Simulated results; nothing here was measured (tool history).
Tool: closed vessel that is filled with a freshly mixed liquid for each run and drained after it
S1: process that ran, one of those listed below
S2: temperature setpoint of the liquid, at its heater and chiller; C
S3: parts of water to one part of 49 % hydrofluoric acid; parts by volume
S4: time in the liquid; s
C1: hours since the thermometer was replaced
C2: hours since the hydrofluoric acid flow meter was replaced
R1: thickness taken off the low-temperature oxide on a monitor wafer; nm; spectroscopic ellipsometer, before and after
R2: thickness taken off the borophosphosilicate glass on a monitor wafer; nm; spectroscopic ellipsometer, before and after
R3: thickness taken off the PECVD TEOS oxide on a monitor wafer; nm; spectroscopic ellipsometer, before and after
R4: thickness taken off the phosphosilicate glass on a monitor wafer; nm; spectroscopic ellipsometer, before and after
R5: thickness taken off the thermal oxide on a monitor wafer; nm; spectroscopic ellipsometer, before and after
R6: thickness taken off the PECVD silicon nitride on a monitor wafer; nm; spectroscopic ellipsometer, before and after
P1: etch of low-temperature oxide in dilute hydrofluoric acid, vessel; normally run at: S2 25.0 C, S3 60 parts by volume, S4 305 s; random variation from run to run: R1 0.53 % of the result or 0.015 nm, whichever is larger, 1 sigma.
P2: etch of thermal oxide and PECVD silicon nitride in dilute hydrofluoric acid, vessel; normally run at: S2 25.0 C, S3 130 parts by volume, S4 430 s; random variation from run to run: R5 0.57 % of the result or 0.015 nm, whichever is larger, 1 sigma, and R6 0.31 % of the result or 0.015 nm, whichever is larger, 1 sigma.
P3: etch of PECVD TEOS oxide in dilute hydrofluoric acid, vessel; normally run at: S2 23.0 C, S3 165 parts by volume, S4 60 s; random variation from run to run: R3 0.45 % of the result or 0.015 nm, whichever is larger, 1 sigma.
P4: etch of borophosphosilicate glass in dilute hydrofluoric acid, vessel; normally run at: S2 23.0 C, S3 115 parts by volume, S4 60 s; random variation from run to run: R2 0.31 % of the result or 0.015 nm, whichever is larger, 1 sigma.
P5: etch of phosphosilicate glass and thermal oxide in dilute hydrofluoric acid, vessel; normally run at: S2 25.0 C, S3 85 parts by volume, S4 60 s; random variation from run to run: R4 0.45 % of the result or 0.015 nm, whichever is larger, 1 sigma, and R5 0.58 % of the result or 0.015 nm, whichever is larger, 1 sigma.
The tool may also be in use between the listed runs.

run,hour,S1,S2,S3,S4,C1,C2,R1,R2,R3,R4,R5,R6
1,3.3,P1,25.0,60,305,671.3,1080.7,59.541,,,,,
2,6.5,P1,19.0,25,305,674.5,1083.9,115.210,,,,,
3,10.4,P1,25.0,20,305,678.4,1087.8,187.620,,,,,
4,13.0,P1,25.0,60,305,681.0,1090.4,59.137,,,,,
5,16.3,P1,25.0,60,60,684.3,1093.7,11.645,,,,,
6,20.2,P4,23.0,115,30,688.2,1097.6,,10.425,,,,
7,24.1,P1,25.0,60,305,692.1,1101.5,59.020,,,,,
8,27.6,P3,23.0,165,60,695.6,1105.0,,,6.4430,,,
9,32.2,P5,25.0,85,60,700.2,1109.6,,,,151.33,3.4977,
10,35.7,P2,25.0,130,430,703.7,1113.1,,,,,15.7540,19.668
11,39.9,P4,31.0,115,60,707.9,1117.3,,28.432,,,,
12,44.1,P3,23.0,165,60,712.1,1121.5,,,6.4666,,,
13,49.4,P4,23.0,210,60,717.4,1126.8,,10.349,,,,
14,53.6,P2,32.0,130,430,721.6,1131.0,,,,,20.1390,30.268
15,58.2,P1,25.0,60,305,726.2,1135.6,59.195,,,,,
16,63.1,P3,17.0,165,60,731.1,1140.5,,,5.0416,,,
17,66.8,P1,18.5,60,305,734.8,1144.2,45.542,,,,,
18,70.5,P3,23.0,165,115,738.5,1147.9,,,12.3960,,,
19,73.6,P1,25.0,60,485,741.6,1151.0,94.015,,,,,
20,77.8,P4,23.0,115,60,745.8,1155.2,,20.923,,,,
21,80.6,P5,19.5,85,60,748.6,1158.0,,,,121.33,2.7601,
22,83.5,P1,25.0,60,305,751.5,1160.9,59.341,,,,,
23,87.9,P5,25.0,55,60,755.9,1165.3,,,,243.16,5.5523,
24,90.4,P1,31.5,60,305,758.4,1167.8,76.922,,,,,
25,93.9,P1,28.5,30,305,761.9,1171.3,142.540,,,,,
# hour 96.5: hydrofluoric acid flow meter replaced
26,97.0,P5,25.0,85,95,765.0,0.6,,,,241.07,5.5278,
27,99.5,P2,25.0,130,430,767.5,3.1,,,,,15.6540,19.533
28,103.8,P2,25.0,200,430,771.8,7.4,,,,,9.3603,12.742
29,106.6,P1,25.0,85,305,774.6,10.2,40.409,,,,,
30,109.5,P2,25.0,130,825,777.5,13.1,,,,,29.6630,37.592
31,113.7,P5,25.0,85,60,781.7,17.3,,,,151.63,3.5084,
32,118.8,P3,23.0,295,60,786.8,22.4,,,3.1681,,,
33,121.5,P1,25.0,60,305,789.5,25.1,59.593,,,,,
34,124.8,P1,25.0,60,305,792.8,28.4,61.144,,,,,
35,127.1,P1,25.0,60,305,795.1,30.7,61.054,,,,,
36,130.5,P1,25.0,60,305,798.5,34.1,60.814,,,,,
37,133.5,P1,25.0,60,305,801.5,37.1,61.979,,,,,
38,137.0,P1,25.0,60,305,805.0,40.6,62.820,,,,,
39,140.7,P1,25.0,60,305,808.7,44.3,63.410,,,,,
40,143.0,P1,25.0,60,305,811.0,46.6,62.359,,,,,
41,146.5,P1,25.0,60,305,814.5,50.1,61.993,,,,,
42,150.5,P1,25.0,60,305,818.5,54.1,62.727,,,,,
43,153.2,P1,25.0,60,305,821.2,56.8,63.248,,,,,
44,155.5,P1,25.0,60,305,823.5,59.1,63.035,,,,,

What P1 gives has crept away from where it was. These 2 causes fit the log equally well, each at the size given:
A: hydrofluoric acid flow above the setpoint (%) = 5.49
B: liquid hotter than its thermometer reads (K) = 1.44
The creep began at about hour 121.5.

4 check runs are offered, one wafer each, their results left as question marks. Which one tells the causes apart?
check 1,157.8,P5,25.0,85,60,,,,,,?,?,
check 2,157.8,P3,23.0,165,60,,,,,?,,,
check 3,157.8,P2,25.0,130,430,,,,,,,?,?
check 4,157.8,P4,23.0,115,60,,,,?,,,,

What each check would give under each cause:
check,result,if A,if B
check 1,R4,160.93,160.56
check 1,R5,3.6979,3.6894
check 2,R3,6.8649,6.8083
check 3,R5,16.6080,16.4960
check 3,R6,20.641,21.467
check 4,R2,22.249,22.163
How far apart the two closest causes lie, in the result that separates them most: check 1 0.23 %; check 2 0.83 %; check 3 3.93 %; check 4 0.39 %
Check 3 tells the causes apart: in the others they would give nearly the same result.

Check 3 was then run and gave: R5 16.7730 nm; R6 20.669 nm. Which cause is it?

It is A: hydrofluoric acid flow above the setpoint (%).

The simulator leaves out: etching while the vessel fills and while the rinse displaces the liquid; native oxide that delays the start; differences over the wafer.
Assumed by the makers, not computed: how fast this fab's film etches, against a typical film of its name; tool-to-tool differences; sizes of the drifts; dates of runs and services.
